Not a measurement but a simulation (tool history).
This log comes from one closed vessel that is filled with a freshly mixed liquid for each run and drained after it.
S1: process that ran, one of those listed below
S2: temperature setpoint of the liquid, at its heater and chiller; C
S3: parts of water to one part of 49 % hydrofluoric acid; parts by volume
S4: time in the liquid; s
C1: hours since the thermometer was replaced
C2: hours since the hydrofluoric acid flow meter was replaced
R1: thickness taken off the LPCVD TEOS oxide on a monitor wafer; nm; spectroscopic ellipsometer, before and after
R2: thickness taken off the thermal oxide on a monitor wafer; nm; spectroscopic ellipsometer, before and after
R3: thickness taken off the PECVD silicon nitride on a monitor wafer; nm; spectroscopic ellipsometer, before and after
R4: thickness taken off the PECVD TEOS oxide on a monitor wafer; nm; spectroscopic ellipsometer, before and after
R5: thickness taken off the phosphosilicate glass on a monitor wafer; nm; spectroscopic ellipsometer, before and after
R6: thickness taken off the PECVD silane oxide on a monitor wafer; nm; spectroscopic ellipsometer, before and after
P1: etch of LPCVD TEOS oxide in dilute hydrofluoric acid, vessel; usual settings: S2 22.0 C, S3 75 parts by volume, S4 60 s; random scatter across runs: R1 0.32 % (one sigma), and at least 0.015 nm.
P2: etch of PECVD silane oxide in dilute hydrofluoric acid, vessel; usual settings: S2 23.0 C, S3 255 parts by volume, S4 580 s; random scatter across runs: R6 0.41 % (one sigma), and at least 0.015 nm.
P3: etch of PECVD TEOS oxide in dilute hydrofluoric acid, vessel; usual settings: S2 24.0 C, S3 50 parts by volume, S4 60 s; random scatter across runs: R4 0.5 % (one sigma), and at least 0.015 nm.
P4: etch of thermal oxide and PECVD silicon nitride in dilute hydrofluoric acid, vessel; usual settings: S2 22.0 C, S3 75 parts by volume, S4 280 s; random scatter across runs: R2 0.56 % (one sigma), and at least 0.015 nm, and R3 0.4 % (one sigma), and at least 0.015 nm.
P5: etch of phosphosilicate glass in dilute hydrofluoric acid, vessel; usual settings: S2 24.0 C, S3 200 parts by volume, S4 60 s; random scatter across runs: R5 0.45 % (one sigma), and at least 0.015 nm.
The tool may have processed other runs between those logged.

run 1 hour=8.0 | S1=P1 S2=22.0 S3=75 S4=60 | C1=440.5 C2=895.0 | R1=37.969
run 2 hour=17.3 | S1=P4 S2=26.0 S3=75 S4=280 | C1=449.8 C2=904.3 | R2=20.8830 R3=17.2910
run 3 hour=29.5 | S1=P1 S2=30.0 S3=75 S4=60 | C1=462.0 C2=916.5 | R1=52.573
run 4 hour=41.0 | S1=P3 S2=24.0 S3=50 S4=60 | C1=473.5 C2=928.0 | R4=34.001
run 5 hour=52.8 | S1=P5 S2=24.0 S3=65 S4=60 | C1=485.3 C2=939.8 | R5=153.450
run 6 hour=61.6 | S1=P1 S2=22.0 S3=75 S4=60 | C1=494.1 C2=948.6 | R1=38.074
run 7 hour=71.5 | S1=P2 S2=18.5 S3=255 S4=580 | C1=504.0 C2=958.5 | R6=42.793
run 8 hour=79.4 | S1=P2 S2=23.0 S3=255 S4=1125 | C1=511.9 C2=966.4 | R6=99.043
run 9 hour=88.8 | S1=P1 S2=22.0 S3=75 S4=30 | C1=521.3 C2=975.8 | R1=19.090
run 10 hour=95.9 | S1=P5 S2=32.0 S3=200 S4=60 | C1=528.4 C2=982.9 | R5=56.976
run 11 hour=108.5 | S1=P5 S2=24.0 S3=200 S4=60 | C1=541.0 C2=995.5 | R5=43.177
run 12 hour=118.9 | S1=P1 S2=22.0 S3=120 S4=30 | C1=551.4 C2=1005.9 | R1=11.327
run 13 hour=129.9 | S1=P1 S2=28.5 S3=75 S4=30 | C1=562.4 C2=1016.9 | R1=24.793
run 14 hour=141.1 | S1=P2 S2=23.0 S3=80 S4=580 | C1=573.6 C2=1028.1 | R6=196.050
run 15 hour=148.8 | S1=P1 S2=22.0 S3=75 S4=60 | C1=581.3 C2=1035.8 | R1=38.158
run 16 hour=156.3 | S1=P2 S2=23.0 S3=255 S4=580 | C1=588.8 C2=1043.3 | R6=50.955
run 17 hour=164.4 | S1=P1 S2=22.0 S3=20 S4=95 | C1=596.9 C2=1051.4 | R1=243.470
run 18 hour=170.9 | S1=P1 S2=17.5 S3=75 S4=60 | C1=603.4 C2=1057.9 | R1=31.566
run 19 hour=178.5 | S1=P1 S2=22.0 S3=75 S4=60 | C1=611.0 C2=1065.5 | R1=38.089
run 20 hour=189.8 | S1=P1 S2=22.0 S3=75 S4=60 | C1=622.3 C2=1076.8 | R1=38.321
run 21 hour=197.4 | S1=P4 S2=22.0 S3=130 S4=280 | C1=629.9 C2=1084.4 | R2=9.6823 R3=7.7098
run 22 hour=208.5 | S1=P3 S2=24.0 S3=30 S4=60 | C1=641.0 C2=1095.5 | R4=58.306
run 23 hour=216.8 | S1=P5 S2=24.0 S3=200 S4=95 | C1=649.3 C2=1103.8 | R5=67.635
run 24 hour=225.2 | S1=P3 S2=24.0 S3=50 S4=60 | C1=657.7 C2=1112.2 | R4=34.103
run 25 hour=233.3 | S1=P1 S2=22.0 S3=35 S4=60 | C1=665.8 C2=1120.3 | R1=86.176
run 26 hour=246.5 | S1=P1 S2=22.0 S3=75 S4=60 | C1=679.0 C2=1133.5 | R1=38.500
run 27 hour=253.0 | S1=P4 S2=22.0 S3=75 S4=130 | C1=685.5 C2=1140.0 | R2=8.3691 R3=6.1669
run 28 hour=264.8 | S1=P3 S2=18.0 S3=50 S4=60 | C1=697.3 C2=1151.8 | R4=26.537
run 29 hour=273.3 | S1=P5 S2=24.0 S3=200 S4=60 | C1=705.8 C2=1160.3 | R5=42.641

What does the tool deliver on the next run?
run 30 hour=285.9 | S1=P1 S2=22.0 S3=75 S4=85 | C1=718.4 C2=1172.9 | R1=?

{"run 30": {"R1": 53.977}}
